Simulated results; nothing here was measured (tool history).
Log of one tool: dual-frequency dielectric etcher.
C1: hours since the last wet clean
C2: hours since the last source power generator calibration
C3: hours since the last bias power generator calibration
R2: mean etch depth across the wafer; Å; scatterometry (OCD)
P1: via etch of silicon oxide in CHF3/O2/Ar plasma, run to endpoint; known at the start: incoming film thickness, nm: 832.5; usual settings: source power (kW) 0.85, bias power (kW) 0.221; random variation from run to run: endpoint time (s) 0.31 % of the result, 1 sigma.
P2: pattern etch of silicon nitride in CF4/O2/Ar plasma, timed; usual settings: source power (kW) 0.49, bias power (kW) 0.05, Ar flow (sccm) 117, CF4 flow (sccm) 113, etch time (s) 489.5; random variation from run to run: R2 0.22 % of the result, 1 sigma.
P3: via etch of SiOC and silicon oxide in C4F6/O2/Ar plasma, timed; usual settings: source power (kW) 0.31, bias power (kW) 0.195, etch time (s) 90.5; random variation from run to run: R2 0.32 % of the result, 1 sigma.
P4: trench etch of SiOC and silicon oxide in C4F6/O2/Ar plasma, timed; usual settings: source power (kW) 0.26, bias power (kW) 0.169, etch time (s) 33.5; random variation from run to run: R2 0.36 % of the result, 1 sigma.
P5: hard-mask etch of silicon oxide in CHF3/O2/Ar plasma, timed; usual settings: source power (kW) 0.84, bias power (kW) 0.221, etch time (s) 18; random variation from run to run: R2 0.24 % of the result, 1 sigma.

run 1 hour=10.4 | process_that_ran=P1 source_power_(kW)=0.85 bias_power_(kW)=0.221 | C1=116 C2=1233.7 C3=2306.9 | endpoint_time_(s)=343.63
run 2 hour=17.9 | process_that_ran=P3 source_power_(kW)=0.31 bias_power_(kW)=0.195 etch_time_(s)=90.5 | C1=123.5 C2=1241.2 C3=2314.4 | R2=921.26
run 3 hour=24.3 | process_that_ran=P1 source_power_(kW)=0.85 bias_power_(kW)=0.221 | C1=129.9 C2=1247.6 C3=2320.8 | endpoint_time_(s)=344.07
run 4 hour=32.4 | process_that_ran=P3 source_power_(kW)=0.18 bias_power_(kW)=0.195 etch_time_(s)=90.5 | C1=138 C2=1255.7 C3=2328.9 | R2=754.13
run 5 hour=40.5 | process_that_ran=P2 source_power_(kW)=0.49 bias_power_(kW)=0.05 etch_time_(s)=269 Ar_flow_(sccm)=117 CF4_flow_(sccm)=113 | C1=146.1 C2=1263.8 C3=2337 | R2=5108.3
run 6 hour=47.7 | process_that_ran=P1 source_power_(kW)=0.85 bias_power_(kW)=0.221 | C1=153.3 C2=1271 C3=2344.2 | endpoint_time_(s)=345.31
run 7 hour=55.4 | process_that_ran=P3 source_power_(kW)=0.31 bias_power_(kW)=0.154 etch_time_(s)=90.5 | C1=161 C2=1278.7 C3=2351.9 | R2=860.67
run 8 hour=69.2 | process_that_ran=P2 source_power_(kW)=0.49 bias_power_(kW)=0.032 etch_time_(s)=489.5 Ar_flow_(sccm)=117 CF4_flow_(sccm)=113 | C1=174.8 C2=1292.5 C3=2365.7 | R2=7858.3
run 9 hour=78.4 | process_that_ran=P1 source_power_(kW)=0.85 bias_power_(kW)=0.276 | C1=184 C2=1301.7 C3=2374.9 | endpoint_time_(s)=318.08
run 10 hour=88.6 | process_that_ran=P4 source_power_(kW)=0.26 bias_power_(kW)=0.169 etch_time_(s)=42 | C1=194.2 C2=1311.9 C3=2385.1 | R2=684.37
run 11 hour=98.2 | process_that_ran=P4 source_power_(kW)=0.26 bias_power_(kW)=0.169 etch_time_(s)=33.5 | C1=203.8 C2=1321.5 C3=2394.7 | R2=547.52
run 12 hour=106.3 | process_that_ran=P1 source_power_(kW)=0.85 bias_power_(kW)=0.221 | C1=211.9 C2=1329.6 C3=2402.8 | endpoint_time_(s)=342.67
run 13 hour=117.9 | process_that_ran=P1 source_power_(kW)=1.19 bias_power_(kW)=0.221 | C1=223.5 C2=1341.2 C3=2414.4 | endpoint_time_(s)=301.77
run 14 hour=131.7 | process_that_ran=P1 source_power_(kW)=0.53 bias_power_(kW)=0.169 | C1=237.3 C2=1355 C3=2428.2 | endpoint_time_(s)=449.84
run 15 hour=142.4 | process_that_ran=P5 source_power_(kW)=0.84 bias_power_(kW)=0.271 etch_time_(s)=18 | C1=248 C2=1365.7 C3=2438.9 | R2=469.95
run 16 hour=148.7 | process_that_ran=P2 source_power_(kW)=0.65 bias_power_(kW)=0.05 etch_time_(s)=489.5 Ar_flow_(sccm)=117 CF4_flow_(sccm)=113 | C1=254.3 C2=1372 C3=2445.2 | R2=11798
run 17 hour=159.9 | process_that_ran=P4 source_power_(kW)=0.26 bias_power_(kW)=0.169 etch_time_(s)=33.5 | C1=265.5 C2=1383.2 C3=2456.4 | R2=544.46
run 18 hour=169.7 | process_that_ran=P1 source_power_(kW)=0.85 bias_power_(kW)=0.221 | C1=275.3 C2=1393 C3=2466.2 | endpoint_time_(s)=342.86
run 19 hour=180.5 | process_that_ran=P1 source_power_(kW)=0.6 bias_power_(kW)=0.169 | C1=286.1 C2=1403.8 C3=2477 | endpoint_time_(s)=426.88
run 20 hour=192.3 | process_that_ran=P1 source_power_(kW)=0.99 bias_power_(kW)=0.184 | C1=297.9 C2=1415.6 C3=2488.8 | endpoint_time_(s)=343.66
run 21 hour=201.7 | process_that_ran=P4 source_power_(kW)=0.26 bias_power_(kW)=0.235 etch_time_(s)=33.5 | C1=307.3 C2=1425 C3=2498.2 | R2=607.48
run 22 hour=212 | process_that_ran=P5 source_power_(kW)=0.84 bias_power_(kW)=0.221 etch_time_(s)=18 | C1=317.6 C2=1435.3 C3=2508.5 | R2=435.89
run 23 hour=224.8 | process_that_ran=P3 source_power_(kW)=0.31 bias_power_(kW)=0.195 etch_time_(s)=90.5 | C1=330.4 C2=1448.1 C3=2521.3 | R2=919.52
run 24 hour=235.5 | process_that_ran=P1 source_power_(kW)=0.85 bias_power_(kW)=0.221 | C1=341.1 C2=1458.8 C3=2532 | endpoint_time_(s)=342.62
run 25 hour=247.5 | process_that_ran=P3 source_power_(kW)=0.31 bias_power_(kW)=0.195 etch_time_(s)=54.5 | C1=353.1 C2=1470.8 C3=2544 | R2=559.42
run 26 hour=260.7 | process_that_ran=P2 source_power_(kW)=0.49 bias_power_(kW)=0.05 etch_time_(s)=489.5 Ar_flow_(sccm)=87 CF4_flow_(sccm)=113 | C1=366.3 C2=1484 C3=2557.2 | R2=9552
run 27 hour=267.6 | process_that_ran=P2 source_power_(kW)=0.49 bias_power_(kW)=0.05 etch_time_(s)=489.5 Ar_flow_(sccm)=117 CF4_flow_(sccm)=113 | C1=373.2 C2=1490.9 C3=2564.1 | R2=9221.9
run 28 hour=280.2 | process_that_ran=P2 source_power_(kW)=0.49 bias_power_(kW)=0.05 etch_time_(s)=489.5 Ar_flow_(sccm)=117 CF4_flow_(sccm)=70 | C1=385.8 C2=1503.5 C3=2576.7 | R2=8652.9
run 29 hour=294 | process_that_ran=P5 source_power_(kW)=1.16 bias_power_(kW)=0.221 etch_time_(s)=18 | C1=399.6 C2=1517.3 C3=2590.5 | R2=492.92
run 30 hour=307.5 | process_that_ran=P1 source_power_(kW)=0.61 bias_power_(kW)=0.221 | C1=413.1 C2=1530.8 C3=2604 | endpoint_time_(s)=390.38
run 31 hour=317 | process_that_ran=P1 source_power_(kW)=0.85 bias_power_(kW)=0.149 | C1=422.6 C2=1540.3 C3=2613.5 | endpoint_time_(s)=390.95
run 32 hour=328.5 | process_that_ran=P5 source_power_(kW)=0.84 bias_power_(kW)=0.221 etch_time_(s)=10 | C1=434.1 C2=1551.8 C3=2625 | R2=241.16
run 33 hour=335 | process_that_ran=P4 source_power_(kW)=0.35 bias_power_(kW)=0.169 etch_time_(s)=33.5 | C1=440.6 C2=1558.3 C3=2631.5 | R2=612.03
run 34 hour=343.1 | process_that_ran=P1 source_power_(kW)=0.85 bias_power_(kW)=0.221 | C1=448.7 C2=1566.4 C3=2639.6 | endpoint_time_(s)=341.52
run 35 hour=351.8 | process_that_ran=P1 source_power_(kW)=0.85 bias_power_(kW)=0.221 | C1=457.4 C2=1575.1 C3=2648.3 | endpoint_time_(s)=340.03
run 36 hour=362.7 | process_that_ran=P1 source_power_(kW)=0.85 bias_power_(kW)=0.221 | C1=468.3 C2=1586 C3=2659.2 | endpoint_time_(s)=337.22
run 37 hour=375.5 | process_that_ran=P1 source_power_(kW)=0.85 bias_power_(kW)=0.221 | C1=481.1 C2=1598.8 C3=2672 | endpoint_time_(s)=337.82
run 38 hour=381.6 | process_that_ran=P1 source_power_(kW)=0.85 bias_power_(kW)=0.221 | C1=487.2 C2=1604.9 C3=2678.1 | endpoint_time_(s)=339.27
-- hour=386.3 wet clean of the chamber
run 39 hour=393.1 | process_that_ran=P1 source_power_(kW)=0.85 bias_power_(kW)=0.221 | C1=6.9 C2=1616.4 C3=2689.6 | endpoint_time_(s)=336.54
run 40 hour=400.3 | process_that_ran=P1 source_power_(kW)=0.85 bias_power_(kW)=0.221 | C1=14.1 C2=1623.6 C3=2696.8 | endpoint_time_(s)=337.14
run 41 hour=409.1 | process_that_ran=P1 source_power_(kW)=0.85 bias_power_(kW)=0.221 | C1=22.9 C2=1632.4 C3=2705.6 | endpoint_time_(s)=338.63

What P1 gives has crept away from where it was. These 2 causes fit the log equally well, each at the size given:
A: bias power that arrives over what is set, % = 4.65
B: source power that arrives over what is set, % = 4.18
The creep began at about hour 343.1.
Why every other cause is out:
chamber walls in a state that raises the etch rate, %: serviced at hour 386.3, which brought nothing back

4 check runs are offered, one wafer each, their results left as question marks. Which one tells the causes apart?
run check 1 hour=417.9 | process_that_ran=P4 source_power_(kW)=0.35 bias_power_(kW)=0.233 etch_time_(s)=33.5 | R2=?
run check 2 hour=417.9 | process_that_ran=P2 source_power_(kW)=0.49 bias_power_(kW)=0.032 etch_time_(s)=489.5 Ar_flow_(sccm)=117 CF4_flow_(sccm)=96 | R2=?
run check 3 hour=417.9 | process_that_ran=P3 source_power_(kW)=0.2 bias_power_(kW)=0.195 etch_time_(s)=65 | R2=?
run check 4 hour=417.9 | process_that_ran=P5 source_power_(kW)=1.07 bias_power_(kW)=0.221 etch_time_(s)=18 | R2=?

What each check would give under each cause:
check=check_1 result=R2 if_A=692.08 if_B=692.28
check=check_2 result=R2 if_A=7809.9 if_B=7969
check=check_3 result=R2 if_A=570.93 if_B=570.9
check=check_4 result=R2 if_A=485.85 if_B=486
How far apart the two closest causes lie, in the result that separates them most: check 1 0.03 %; check 2 2.02 %; check 3 0.01 %; check 4 0.03 %
Only check 2 tells the causes apart: in the others they would give nearly the same result.

Check 2 was then run and gave: R2 7966 Å. Which cause is it?

It is B: source power that arrives over what is set, %.
